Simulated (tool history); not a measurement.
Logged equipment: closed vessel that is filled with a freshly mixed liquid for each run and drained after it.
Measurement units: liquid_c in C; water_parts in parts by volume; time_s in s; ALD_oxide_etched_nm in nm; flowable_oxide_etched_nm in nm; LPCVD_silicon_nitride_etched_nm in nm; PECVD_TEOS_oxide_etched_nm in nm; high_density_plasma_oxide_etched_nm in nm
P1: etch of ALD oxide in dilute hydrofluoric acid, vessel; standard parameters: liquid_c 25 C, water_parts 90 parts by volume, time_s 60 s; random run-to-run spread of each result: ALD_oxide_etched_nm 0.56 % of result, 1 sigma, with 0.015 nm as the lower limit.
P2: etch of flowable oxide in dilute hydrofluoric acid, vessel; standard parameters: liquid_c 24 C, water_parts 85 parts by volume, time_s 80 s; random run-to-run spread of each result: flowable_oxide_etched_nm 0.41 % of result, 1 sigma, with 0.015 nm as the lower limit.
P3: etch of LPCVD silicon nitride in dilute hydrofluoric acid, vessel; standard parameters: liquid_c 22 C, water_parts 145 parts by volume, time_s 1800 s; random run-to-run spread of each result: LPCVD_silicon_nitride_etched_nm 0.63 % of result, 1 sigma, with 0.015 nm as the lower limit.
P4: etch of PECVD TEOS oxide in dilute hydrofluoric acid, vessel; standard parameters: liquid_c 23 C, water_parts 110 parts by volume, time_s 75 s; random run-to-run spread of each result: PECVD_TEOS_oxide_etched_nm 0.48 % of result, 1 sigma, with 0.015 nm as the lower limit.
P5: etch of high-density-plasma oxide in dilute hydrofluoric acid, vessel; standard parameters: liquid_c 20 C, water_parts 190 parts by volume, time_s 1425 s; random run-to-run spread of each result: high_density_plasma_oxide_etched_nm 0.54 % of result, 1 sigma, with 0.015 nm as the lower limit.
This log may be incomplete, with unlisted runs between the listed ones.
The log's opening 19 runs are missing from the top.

run  hour  process  liquid_c  water_parts  time_s  hours since the thermometer was replaced  hours since the hydrofluoric acid flow meter was replaced  ALD_oxide_etched_nm  flowable_oxide_etched_nm  LPCVD_silicon_nitride_etched_nm  PECVD_TEOS_oxide_etched_nm  high_density_plasma_oxide_etched_nm
 20  74.7       P3        22          145      50                                     469.8                                                      300.3                                                                         0.12824
 21  77.2       P2        24          125      80                                     472.3                                                      302.8                                         30.882
 22  80.3       P5      25.5          190    1425                                     475.4                                                      305.9                                                                                                                                           52.826
 23  84.4       P1        25           90      60                                     479.5                                                        310               9.8953
 24  88.7       P2        24           85      80                                     483.8                                                      314.3                                         47.766
 25  92.3       P3        22          145    1800                                     487.4                                                      317.9                                                                          5.1465
 26  95.7       P1        25           90      60                                     490.8                                                      321.3               9.8296
 27    99       P5        20          190     245                                     494.1                                                      324.6                                                                                                                                           7.3682

The next listed run, before its measurement:
 28  103.3       P4        23           30      75                                     498.4                                                      328.9                                                                                                           ?

PECVD_TEOS_oxide_etched_nm: 42.153 nm
